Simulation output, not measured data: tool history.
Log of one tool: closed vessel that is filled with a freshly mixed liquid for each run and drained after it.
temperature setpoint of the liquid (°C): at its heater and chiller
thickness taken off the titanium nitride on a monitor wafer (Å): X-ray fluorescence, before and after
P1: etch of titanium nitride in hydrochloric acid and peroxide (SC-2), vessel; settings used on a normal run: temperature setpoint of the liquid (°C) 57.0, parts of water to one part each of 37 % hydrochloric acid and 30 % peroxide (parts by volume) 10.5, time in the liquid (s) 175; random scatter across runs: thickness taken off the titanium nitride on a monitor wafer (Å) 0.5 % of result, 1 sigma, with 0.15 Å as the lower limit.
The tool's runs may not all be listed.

run,hour,temperature setpoint of the liquid (°C),parts of water to one part each of 37 % hydrochloric acid and 30 % peroxide (parts by volume),time in the liquid (s),hours since the thermometer was replaced,hours since the chemicals flow meter was replaced,hours since the drum of peroxide was connected,thickness taken off the titanium nitride on a monitor wafer (Å)
1,9.7,57.0,10.5,175,1667.9,65.4,320.3,94.3650
2,16.3,65.0,10.5,175,1674.5,72.0,326.9,155.6700
3,23.1,57.0,10.5,30,1681.3,78.8,333.7,16.3170
4,31.0,49.0,10.5,30,1689.2,86.7,341.6,9.6908
# hour 35.1: thermometer replaced
5,45.9,57.0,10.5,290,10.8,101.6,356.5,156.5900
6,53.1,70.5,4.5,175,18.0,108.8,363.7,418.7800
7,62.4,57.0,10.5,175,27.3,118.1,373.0,94.4650
8,71.3,57.0,10.5,175,36.2,127.0,381.9,95.0320
9,84.7,41.5,10.5,175,49.6,140.4,395.3,33.4760
10,91.4,57.0,17.5,175,56.3,147.1,402.0,60.9350
11,102.1,57.0,10.5,175,67.0,157.8,412.7,94.6860
12,112.2,57.0,4.0,175,77.1,167.9,422.8,196.1200
13,125.5,49.0,10.5,305,90.4,181.2,436.1,96.9290
14,136.7,57.0,10.5,175,101.6,192.4,447.3,94.1310
15,145.7,57.0,10.5,175,110.6,201.4,456.3,95.1230
16,159.9,57.0,10.5,175,124.8,215.6,470.5,91.1160
17,171.0,57.0,10.5,175,135.9,226.7,481.6,88.7390
18,183.2,57.0,10.5,175,148.1,238.9,493.8,86.2640
19,197.0,57.0,10.5,175,161.9,252.7,507.6,86.8160

Predict the results of run 20:
# hour 209.5: new drum of peroxide connected
20,210.9,57.0,10.5,175,175.8,266.6,1.4,?

{"run 20": {"thickness taken off the titanium nitride on a monitor wafer (Å)": 85.706}}
